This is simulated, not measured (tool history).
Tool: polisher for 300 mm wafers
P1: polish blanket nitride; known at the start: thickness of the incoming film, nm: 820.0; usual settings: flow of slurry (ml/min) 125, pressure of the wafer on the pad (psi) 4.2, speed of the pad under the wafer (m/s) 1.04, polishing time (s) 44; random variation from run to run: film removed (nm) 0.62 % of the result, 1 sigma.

run,hour,flow of slurry (ml/min),pressure of the wafer on the pad (psi),speed of the pad under the wafer (m/s),polishing time (s),wafers polished on this pad,hours since the slurry nozzle was cleaned,hours since the head pressure was calibrated,film removed (nm)
1,6.2,125,4.2,1.04,44,581,42.8,107.0,79.044
2,12.3,125,4.2,1.04,44,678,48.9,113.1,79.348
3,17.7,125,4.2,1.04,44,764,54.3,118.5,78.711
4,26.1,125,4.2,1.04,44,898,62.7,126.9,79.463
5,32.4,125,6.3,1.04,44,999,69.0,133.2,117.330
6,40.8,125,4.2,1.04,67,1133,77.4,141.6,118.590
7,48.3,75,4.2,1.04,60,1253,84.9,149.1,94.575
8,55.6,125,4.2,1.04,32,1370,92.2,156.4,57.636
9,62.4,170,4.2,1.04,58,1478,99.0,163.2,109.770
10,69.8,125,4.2,1.04,44,1596,106.4,170.6,80.256
11,74.3,125,4.2,0.68,44,1668,110.9,175.1,56.521
12,82.1,175,4.2,1.04,44,1793,118.7,182.9,84.336
13,86.7,125,4.2,1.60,44,1866,123.3,187.5,111.710
14,93.4,125,4.2,1.04,44,1973,130.0,194.2,78.927
15,101.1,125,1.9,1.04,44,2096,137.7,201.9,36.159
16,109.7,75,4.2,1.04,44,2233,146.3,210.5,69.266
17,117.9,125,4.2,1.04,44,2364,154.5,218.7,80.231
18,125.9,125,4.2,1.04,44,2492,162.5,226.7,76.237
19,130.3,125,4.2,1.04,44,2562,166.9,231.1,75.360
20,136.2,125,4.2,1.04,44,2657,172.8,237.0,75.310
21,141.5,125,4.2,1.04,44,2741,178.1,242.3,74.508
# hour 147.1: head pressure recalibrated
22,149.1,125,4.2,1.04,44,2863,185.7,2.0,74.527
23,157.5,125,4.2,1.04,44,2997,194.1,10.4,73.770
24,164.6,125,4.2,1.04,44,3110,201.2,17.5,72.990
25,171.7,125,4.2,1.04,44,3224,208.3,24.6,73.177

What P1 gives has crept away from where it was. These 2 causes fit the log equally well, each at the size given:
A: removal rate lost through wear of the pad, % = 7.54
B: slurry flow missing at the pad, % = 28.1
The creep began at about hour 117.9.
Why every other cause is out:
head's pressure below its setpoint, %: serviced at hour 147.1, which brought nothing back

4 check runs are offered, each on 2 wafers whose results are averaged, their results left as question marks. Which one tells the causes apart?
check 1,178.8,80,4.2,1.04,44,,,,?
check 2,178.8,125,5.7,1.04,65,,,,?
check 3,178.8,125,2.7,1.40,44,,,,?
check 4,178.8,125,3.0,0.70,44,,,,?

What each check would give under each cause:
check,result,if A,if B
check 1,film removed (nm),65.397,63.053
check 2,film removed (nm),146.620,146.630
check 3,film removed (nm),59.633,59.640
check 4,film removed (nm),38.055,38.061
How far apart the two closest causes lie, in the result that separates them most: check 1 3.65 %; check 2 0.01 %; check 3 0.01 %; check 4 0.01 %
Only check 1 tells the causes apart: in the others they would give nearly the same result.

Then check 1 was run and gave: film removed (nm) 62.984. Which cause is it?

It is B: slurry flow missing at the pad, %.
